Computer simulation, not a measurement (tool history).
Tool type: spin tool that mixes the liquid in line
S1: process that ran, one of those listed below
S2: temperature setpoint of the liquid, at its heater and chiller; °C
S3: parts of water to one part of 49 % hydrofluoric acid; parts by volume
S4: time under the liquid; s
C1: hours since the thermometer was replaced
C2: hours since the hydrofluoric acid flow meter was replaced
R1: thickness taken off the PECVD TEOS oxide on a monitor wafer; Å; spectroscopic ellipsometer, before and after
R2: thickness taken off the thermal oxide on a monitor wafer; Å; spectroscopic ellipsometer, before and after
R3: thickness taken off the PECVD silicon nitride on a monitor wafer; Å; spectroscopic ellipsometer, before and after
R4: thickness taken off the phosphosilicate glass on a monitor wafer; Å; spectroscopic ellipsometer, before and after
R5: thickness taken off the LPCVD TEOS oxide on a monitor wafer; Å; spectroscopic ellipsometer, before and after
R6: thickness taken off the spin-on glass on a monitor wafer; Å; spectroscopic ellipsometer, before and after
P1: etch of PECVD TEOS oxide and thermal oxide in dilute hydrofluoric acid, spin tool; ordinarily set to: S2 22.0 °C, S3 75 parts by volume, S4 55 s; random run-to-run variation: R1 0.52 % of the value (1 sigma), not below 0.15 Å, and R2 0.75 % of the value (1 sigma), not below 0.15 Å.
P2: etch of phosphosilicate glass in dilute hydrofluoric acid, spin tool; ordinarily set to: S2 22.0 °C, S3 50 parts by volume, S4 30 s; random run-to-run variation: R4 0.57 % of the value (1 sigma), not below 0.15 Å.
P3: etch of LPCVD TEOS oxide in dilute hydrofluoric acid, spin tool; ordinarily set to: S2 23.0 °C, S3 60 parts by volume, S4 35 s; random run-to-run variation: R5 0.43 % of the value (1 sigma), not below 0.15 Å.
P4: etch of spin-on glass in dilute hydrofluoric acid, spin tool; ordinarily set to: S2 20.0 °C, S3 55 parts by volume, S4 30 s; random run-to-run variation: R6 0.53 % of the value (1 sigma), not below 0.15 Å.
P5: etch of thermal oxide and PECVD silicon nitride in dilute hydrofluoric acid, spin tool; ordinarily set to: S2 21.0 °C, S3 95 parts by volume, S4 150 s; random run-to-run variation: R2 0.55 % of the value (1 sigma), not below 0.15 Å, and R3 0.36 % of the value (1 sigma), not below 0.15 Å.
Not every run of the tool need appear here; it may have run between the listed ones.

run 1 day=0.329 | S1=P1 S2=22.0 S3=75 S4=55 | C1=2327.4 C2=493.9 | R1=67.579 R2=31.0220
run 2 day=0.738 | S1=P5 S2=17.0 S3=95 S4=150 | C1=2337.2 C2=503.7 | R2=54.7090 R3=43.339
run 3 day=1.217 | S1=P1 S2=22.0 S3=110 S4=55 | C1=2348.7 C2=515.2 | R1=43.802 R2=20.5400
run 4 day=1.612 | S1=P1 S2=22.0 S3=75 S4=15 | C1=2358.2 C2=524.7 | R1=18.473 R2=8.7375
run 5 day=2.004 | S1=P1 S2=22.0 S3=30 S4=55 | C1=2367.6 C2=534.1 | R1=179.620 R2=82.6080
run 6 day=2.229 | S1=P2 S2=22.0 S3=25 S4=30 | C1=2373.0 C2=539.5 | R4=2436.30
run 7 day=2.704 | S1=P1 S2=22.0 S3=75 S4=55 | C1=2384.4 C2=550.9 | R1=66.522 R2=31.4630
run 8 day=2.925 | S1=P1 S2=22.0 S3=75 S4=55 | C1=2389.7 C2=556.2 | R1=67.442 R2=31.1840
run 9 day=3.192 | S1=P1 S2=22.0 S3=75 S4=55 | C1=2396.1 C2=562.6 | R1=67.275 R2=31.2130
run 10 day=3.646 | S1=P1 S2=22.0 S3=75 S4=100 | C1=2407.0 C2=573.5 | R1=122.350 R2=57.4030
run 11 day=4.133 | S1=P3 S2=23.0 S3=30 S4=35 | C1=2418.7 C2=585.2 | R5=553.04
run 12 day=4.504 | S1=P1 S2=17.0 S3=75 S4=55 | C1=2427.6 C2=594.1 | R1=54.277 R2=25.3240
run 13 day=4.733 | S1=P3 S2=23.0 S3=60 S4=60 | C1=2433.1 C2=599.6 | R5=458.10
run 14 day=5.079 | S1=P4 S2=27.5 S3=55 S4=30 | C1=2441.4 C2=607.9 | R6=317.14
run 15 day=5.333 | S1=P1 S2=22.0 S3=75 S4=55 | C1=2447.5 C2=614.0 | R1=67.763 R2=31.2260
run 16 day=5.688 | S1=P1 S2=25.0 S3=140 S4=55 | C1=2456.0 C2=622.5 | R1=37.620 R2=17.9780
run 17 day=6.042 | S1=P3 S2=23.0 S3=60 S4=35 | C1=2464.5 C2=631.0 | R5=266.80
run 18 day=6.496 | S1=P5 S2=21.0 S3=95 S4=65 | C1=2475.4 C2=641.9 | R2=28.1890 R3=24.922
run 19 day=6.800 | S1=P5 S2=21.0 S3=95 S4=150 | C1=2482.7 C2=649.2 | R2=65.6430 R3=57.707
run 20 day=7.104 | S1=P1 S2=29.0 S3=75 S4=55 | C1=2490.0 C2=656.5 | R1=88.751 R2=42.2070
run 21 day=7.554 | S1=P5 S2=21.0 S3=20 S4=150 | C1=2500.8 C2=667.3 | R2=340.9800 R3=260.670
run 22 day=7.946 | S1=P2 S2=22.0 S3=50 S4=30 | C1=2510.2 C2=676.7 | R4=1165.80
run 23 day=8.308 | S1=P4 S2=20.0 S3=55 S4=30 | C1=2518.9 C2=685.4 | R6=233.61
run 24 day=8.758 | S1=P2 S2=27.0 S3=50 S4=30 | C1=2529.7 C2=696.2 | R4=1442.00
run 25 day=9.188 | S1=P4 S2=20.0 S3=105 S4=30 | C1=2540.0 C2=706.5 | R6=114.50
run 26 day=9.412 | S1=P3 S2=17.0 S3=60 S4=35 | C1=2545.4 C2=711.9 | R5=206.60
run 27 day=9.838 | S1=P1 S2=22.0 S3=75 S4=55 | C1=2555.6 C2=722.1 | R1=66.871 R2=31.2890
run 28 day=10.221 | S1=P2 S2=22.0 S3=50 S4=15 | C1=2564.8 C2=731.3 | R4=579.14
run 29 day=10.625 | S1=P1 S2=17.0 S3=75 S4=90 | C1=2574.5 C2=741.0 | R1=88.950 R2=41.5200
run 30 day=11.017 | S1=P4 S2=20.0 S3=55 S4=50 | C1=2583.9 C2=750.4 | R6=387.08
run 31 day=11.338 | S1=P1 S2=22.0 S3=75 S4=55 | C1=2591.6 C2=758.1 | R1=66.878 R2=31.1300
run 32 day=11.600 | S1=P1 S2=22.0 S3=75 S4=55 | C1=2597.9 C2=764.4 | R1=66.334 R2=30.9380
run 33 day=11.838 | S1=P1 S2=22.0 S3=75 S4=55 | C1=2603.6 C2=770.1 | R1=65.203 R2=30.2000
run 34 day=12.233 | S1=P1 S2=22.0 S3=75 S4=55 | C1=2613.1 C2=779.6 | R1=65.026 R2=29.8520
run 35 day=12.504 | S1=P1 S2=22.0 S3=75 S4=55 | C1=2619.6 C2=786.1 | R1=64.035 R2=29.5230
run 36 day=12.812 | S1=P1 S2=22.0 S3=75 S4=55 | C1=2627.0 C2=793.5 | R1=63.554 R2=29.3000
run 37 day=13.188 | S1=P1 S2=22.0 S3=75 S4=55 | C1=2636.0 C2=802.5 | R1=63.466 R2=29.1160
run 38 day=13.604 | S1=P1 S2=22.0 S3=75 S4=55 | C1=2646.0 C2=812.5 | R1=62.413 R2=29.4180
run 39 day=14.000 | S1=P1 S2=22.0 S3=75 S4=55 | C1=2655.5 C2=822.0 | R1=62.582 R2=29.6430
run 40 day=14.417 | S1=P1 S2=22.0 S3=75 S4=55 | C1=2665.5 C2=832.0 | R1=62.216 R2=29.0260
run 41 day=14.829 | S1=P1 S2=22.0 S3=75 S4=55 | C1=2675.4 C2=841.9 | R1=62.807 R2=29.3430

P1 no longer gives what it gave before; its output has crept away from where it was. The following 2 causes, each at its listed size, fit the log equally well:
A: liquid colder than its thermometer reads (K) = 1.83
B: hydrofluoric acid flow below the setpoint (%) = 6.66
The gradual shift began around day 11.338.

Which of the 4 check runs listed below separates the causes, so that each cause would produce a clearly different result? Each run uses one wafer, and its results are marked with question marks.
run check 1 day=15.242 | S1=P4 S2=20.0 S3=55 S4=30 | R6=?
run check 2 day=15.242 | S1=P3 S2=23.0 S3=60 S4=35 | R5=?
run check 3 day=15.242 | S1=P2 S2=22.0 S3=50 S4=30 | R4=?
run check 4 day=15.242 | S1=P5 S2=21.0 S3=95 S4=150 | R2=? R3=?

Check results expected under each cause:
check=check_1 result=R6 if_A=214.59 if_B=215.56
check=check_2 result=R5 if_A=247.70 if_B=248.09
check=check_3 result=R4 if_A=1084.60 if_B=1088.50
check=check_4 result=R2 if_A=60.7440 if_B=60.6620
check=check_4 result=R3 if_A=50.588 if_B=53.571
How far apart the two closest causes lie, in the result that separates them most: check 1 0.45 %; check 2 0.15 %; check 3 0.36 %; check 4 5.73 %
Only in check 4 would the causes give clearly different results; in the remaining checks their results would be nearly the same.

After running check 4, the following was obtained: R2 61.1130 Å; R3 53.639 Å. Which cause does this point to?

It was cause B: hydrofluoric acid flow below the setpoint (%).
